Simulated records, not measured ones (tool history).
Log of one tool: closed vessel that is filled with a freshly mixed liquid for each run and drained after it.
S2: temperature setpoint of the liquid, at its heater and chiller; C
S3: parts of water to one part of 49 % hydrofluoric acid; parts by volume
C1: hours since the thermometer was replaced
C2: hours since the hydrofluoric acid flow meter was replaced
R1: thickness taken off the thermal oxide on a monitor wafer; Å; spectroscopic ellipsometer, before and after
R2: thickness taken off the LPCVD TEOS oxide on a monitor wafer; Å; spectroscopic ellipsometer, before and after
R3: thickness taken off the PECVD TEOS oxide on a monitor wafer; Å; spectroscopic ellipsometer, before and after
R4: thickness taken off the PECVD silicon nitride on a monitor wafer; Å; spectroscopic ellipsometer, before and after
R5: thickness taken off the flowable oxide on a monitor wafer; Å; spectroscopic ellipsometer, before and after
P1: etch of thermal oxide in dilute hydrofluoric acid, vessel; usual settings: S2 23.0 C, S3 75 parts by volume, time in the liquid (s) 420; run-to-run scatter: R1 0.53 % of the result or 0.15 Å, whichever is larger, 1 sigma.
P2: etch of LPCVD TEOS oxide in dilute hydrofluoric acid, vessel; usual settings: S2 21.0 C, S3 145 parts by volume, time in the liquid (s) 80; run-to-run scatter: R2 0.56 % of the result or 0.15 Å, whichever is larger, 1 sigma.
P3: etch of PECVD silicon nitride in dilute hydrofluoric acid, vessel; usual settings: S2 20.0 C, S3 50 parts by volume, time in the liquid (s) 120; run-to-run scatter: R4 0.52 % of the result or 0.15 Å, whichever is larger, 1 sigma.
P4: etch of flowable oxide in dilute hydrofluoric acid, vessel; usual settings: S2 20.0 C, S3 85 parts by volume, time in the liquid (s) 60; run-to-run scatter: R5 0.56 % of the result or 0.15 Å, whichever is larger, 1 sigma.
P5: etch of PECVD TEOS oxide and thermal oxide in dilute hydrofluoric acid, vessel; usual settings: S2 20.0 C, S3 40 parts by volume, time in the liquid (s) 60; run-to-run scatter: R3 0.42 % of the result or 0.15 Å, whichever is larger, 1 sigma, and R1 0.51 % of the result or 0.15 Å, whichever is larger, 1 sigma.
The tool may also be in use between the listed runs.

{"run": 1, "hour": 11.8, "process that ran": "P1", "S2": 23.0, "S3": 75, "time in the liquid (s)": 420, "C1": 645.1, "C2": 1451.7, "R1": 251.28}
{"run": 2, "hour": 19.3, "process that ran": "P2", "S2": 21.0, "S3": 145, "time in the liquid (s)": 165, "C1": 652.6, "C2": 1459.2, "R2": 182.35}
{"run": 3, "hour": 31.6, "process that ran": "P1", "S2": 23.0, "S3": 75, "time in the liquid (s)": 185, "C1": 664.9, "C2": 1471.5, "R1": 109.11}
{"run": 4, "hour": 39.1, "process that ran": "P5", "S2": 20.0, "S3": 40, "time in the liquid (s)": 60, "C1": 672.4, "C2": 1479.0, "R1": 66.084, "R3": 177.4}
{"run": 5, "hour": 53.9, "process that ran": "P1", "S2": 23.0, "S3": 25, "time in the liquid (s)": 690, "C1": 687.2, "C2": 1493.8, "R1": 1322.9}
{"run": 6, "hour": 61.7, "process that ran": "P1", "S2": 23.0, "S3": 125, "time in the liquid (s)": 420, "C1": 695.0, "C2": 1501.6, "R1": 141.62}
{"run": 7, "hour": 69.7, "process that ran": "P2", "S2": 21.0, "S3": 145, "time in the liquid (s)": 80, "C1": 703.0, "C2": 1509.6, "R2": 89.092}
{"run": 8, "hour": 79.6, "process that ran": "P3", "S2": 20.0, "S3": 50, "time in the liquid (s)": 120, "C1": 712.9, "C2": 1519.5, "R4": 41.824}
{"run": 9, "hour": 87.7, "process that ran": "P2", "S2": 27.5, "S3": 145, "time in the liquid (s)": 80, "C1": 721.0, "C2": 1527.6, "R2": 116.41}
{"run": 10, "hour": 99.6, "process that ran": "P3", "S2": 25.5, "S3": 50, "time in the liquid (s)": 120, "C1": 732.9, "C2": 1539.5, "R4": 60.892}
{"run": 11, "hour": 110.6, "process that ran": "P1", "S2": 23.0, "S3": 140, "time in the liquid (s)": 595, "C1": 743.9, "C2": 1550.5, "R1": 174.94}
{"run": 12, "hour": 121.9, "process that ran": "P2", "S2": 21.0, "S3": 80, "time in the liquid (s)": 80, "C1": 755.2, "C2": 1561.8, "R2": 175.25}
{"run": 13, "hour": 137.3, "process that ran": "P1", "S2": 23.0, "S3": 75, "time in the liquid (s)": 420, "C1": 770.6, "C2": 1577.2, "R1": 249.51}
{"run": 14, "hour": 151.9, "process that ran": "P1", "S2": 23.0, "S3": 75, "time in the liquid (s)": 825, "C1": 785.2, "C2": 1591.8, "R1": 494.94}
{"run": 15, "hour": 161.4, "process that ran": "P4", "S2": 27.0, "S3": 85, "time in the liquid (s)": 60, "C1": 794.7, "C2": 1601.3, "R5": 430.71}
{"run": 16, "hour": 173.1, "process that ran": "P1", "S2": 18.5, "S3": 75, "time in the liquid (s)": 665, "C1": 806.4, "C2": 1613.0, "R1": 329.3}
{"run": 17, "hour": 187.1, "process that ran": "P4", "S2": 20.0, "S3": 85, "time in the liquid (s)": 90, "C1": 820.4, "C2": 1627.0, "R5": 481.08}
{"run": 18, "hour": 194.9, "process that ran": "P1", "S2": 27.5, "S3": 75, "time in the liquid (s)": 420, "C1": 828.2, "C2": 1634.8, "R1": 300.96}
{"run": 19, "hour": 205.7, "process that ran": "P5", "S2": 20.0, "S3": 70, "time in the liquid (s)": 60, "C1": 839.0, "C2": 1645.6, "R1": 36.151, "R3": 97.431}
{"run": 20, "hour": 220.5, "process that ran": "P5", "S2": 20.0, "S3": 40, "time in the liquid (s)": 30, "C1": 853.8, "C2": 1660.4, "R1": 33.429, "R3": 89.076}
{"run": 21, "hour": 237.6, "process that ran": "P1", "S2": 23.0, "S3": 75, "time in the liquid (s)": 420, "C1": 870.9, "C2": 1677.5, "R1": 251.67}
{"run": 22, "hour": 254.8, "process that ran": "P3", "S2": 20.0, "S3": 50, "time in the liquid (s)": 120, "C1": 888.1, "C2": 1694.7, "R4": 41.734}
{"run": 23, "hour": 266.4, "process that ran": "P4", "S2": 20.0, "S3": 85, "time in the liquid (s)": 60, "C1": 899.7, "C2": 1706.3, "R5": 323.9}
{"run": 24, "hour": 282.3, "process that ran": "P3", "S2": 20.0, "S3": 70, "time in the liquid (s)": 120, "C1": 915.6, "C2": 1722.2, "R4": 29.712}
{"run": 25, "hour": 295.6, "process that ran": "P1", "S2": 23.0, "S3": 75, "time in the liquid (s)": 420, "C1": 928.9, "C2": 1735.5, "R1": 251.14}
{"run": 26, "hour": 305.5, "process that ran": "P5", "S2": 17.0, "S3": 40, "time in the liquid (s)": 60, "C1": 938.8, "C2": 1745.4, "R1": 58.771, "R3": 155.62}
{"run": 27, "hour": 315.0, "process that ran": "P4", "S2": 20.0, "S3": 20, "time in the liquid (s)": 60, "C1": 948.3, "C2": 1754.9, "R5": 1485.8}
{"run": 28, "hour": 325.3, "process that ran": "P1", "S2": 23.0, "S3": 75, "time in the liquid (s)": 420, "C1": 958.6, "C2": 1765.2, "R1": 250.25}
{"run": 29, "hour": 334.0, "process that ran": "P1", "S2": 23.0, "S3": 20, "time in the liquid (s)": 420, "C1": 967.3, "C2": 1773.9, "R1": 1004.7}
{"run": 30, "hour": 343.6, "process that ran": "P4", "S2": 20.0, "S3": 85, "time in the liquid (s)": 60, "C1": 976.9, "C2": 1783.5, "R5": 325.98}
{"run": 31, "hour": 359.6, "process that ran": "P1", "S2": 23.0, "S3": 75, "time in the liquid (s)": 420, "C1": 992.9, "C2": 1799.5, "R1": 247.36}
{"run": 32, "hour": 368.8, "process that ran": "P3", "S2": 20.0, "S3": 50, "time in the liquid (s)": 200, "C1": 1002.1, "C2": 1808.7, "R4": 69.253}
{"run": 33, "hour": 382.5, "process that ran": "P1", "S2": 17.0, "S3": 75, "time in the liquid (s)": 420, "C1": 1015.8, "C2": 1822.4, "R1": 196.58}
{"run": 34, "hour": 398.4, "process that ran": "P1", "S2": 23.0, "S3": 75, "time in the liquid (s)": 420, "C1": 1031.7, "C2": 1838.3, "R1": 250.14}
{"run": 35, "hour": 414.8, "process that ran": "P1", "S2": 23.0, "S3": 75, "time in the liquid (s)": 420, "C1": 1048.1, "C2": 1854.7, "R1": 257.61}
{"run": 36, "hour": 422.5, "process that ran": "P1", "S2": 23.0, "S3": 75, "time in the liquid (s)": 420, "C1": 1055.8, "C2": 1862.4, "R1": 257.74}
{"run": 37, "hour": 431.8, "process that ran": "P1", "S2": 23.0, "S3": 75, "time in the liquid (s)": 420, "C1": 1065.1, "C2": 1871.7, "R1": 260.37}
{"run": 38, "hour": 445.1, "process that ran": "P1", "S2": 23.0, "S3": 75, "time in the liquid (s)": 420, "C1": 1078.4, "C2": 1885.0, "R1": 267.0}
{"run": 39, "hour": 454.4, "process that ran": "P1", "S2": 23.0, "S3": 75, "time in the liquid (s)": 420, "C1": 1087.7, "C2": 1894.3, "R1": 265.77}
{"run": 40, "hour": 462.7, "process that ran": "P1", "S2": 23.0, "S3": 75, "time in the liquid (s)": 420, "C1": 1096.0, "C2": 1902.6, "R1": 266.64}
{"run": 41, "hour": 472.0, "process that ran": "P1", "S2": 23.0, "S3": 75, "time in the liquid (s)": 420, "C1": 1105.3, "C2": 1911.9, "R1": 265.91}
{"run": 42, "hour": 488.9, "process that ran": "P1", "S2": 23.0, "S3": 75, "time in the liquid (s)": 420, "C1": 1122.2, "C2": 1928.8, "R1": 267.97}
{"run": 43, "hour": 505.0, "process that ran": "P1", "S2": 23.0, "S3": 75, "time in the liquid (s)": 420, "C1": 1138.3, "C2": 1944.9, "R1": 270.92}
{"run": 44, "hour": 513.5, "process that ran": "P1", "S2": 23.0, "S3": 75, "time in the liquid (s)": 420, "C1": 1146.8, "C2": 1953.4, "R1": 267.93}
{"run": 45, "hour": 522.5, "process that ran": "P1", "S2": 23.0, "S3": 75, "time in the liquid (s)": 420, "C1": 1155.8, "C2": 1962.4, "R1": 269.18}

What P1 gives has crept away from where it was. These 2 causes fit the log equally well, each at the size given:
A: hydrofluoric acid flow above the setpoint (%) = 7.06
B: liquid hotter than its thermometer reads (K) = 1.85
The creep began at about hour 398.4.

4 check runs are offered, one wafer each, their results left as question marks. Which one tells the causes apart?
{"run": "check 1", "hour": 531.5, "process that ran": "P3", "S2": 20.0, "S3": 50, "time in the liquid (s)": 120, "R4": "?"}
{"run": "check 2", "hour": 531.5, "process that ran": "P2", "S2": 21.0, "S3": 145, "time in the liquid (s)": 80, "R2": "?"}
{"run": "check 3", "hour": 531.5, "process that ran": "P4", "S2": 20.0, "S3": 85, "time in the liquid (s)": 60, "R5": "?"}
{"run": "check 4", "hour": 531.5, "process that ran": "P5", "S2": 20.0, "S3": 40, "time in the liquid (s)": 60, "R1": "?", "R3": "?"}

What each check would give under each cause:
check=check_1 result=R4 if_A=44.505 if_B=47.318
check=check_2 result=R2 if_A=96.940 if_B=96.353
check=check_3 result=R5 if_A=348.66 if_B=349.15
check=check_4 result=R1 if_A=70.937 if_B=71.444
check=check_4 result=R3 if_A=190.290 if_B=191.640
How far apart the two closest causes lie, in the result that separates them most: check 1 6.13 %; check 2 0.61 %; check 3 0.14 %; check 4 0.71 %
Check 1 tells the causes apart: in the others they would give nearly the same result.

Check 1 was then run and gave: R4 47.554 Å. Which cause is it?

It is B: liquid hotter than its thermometer reads (K).

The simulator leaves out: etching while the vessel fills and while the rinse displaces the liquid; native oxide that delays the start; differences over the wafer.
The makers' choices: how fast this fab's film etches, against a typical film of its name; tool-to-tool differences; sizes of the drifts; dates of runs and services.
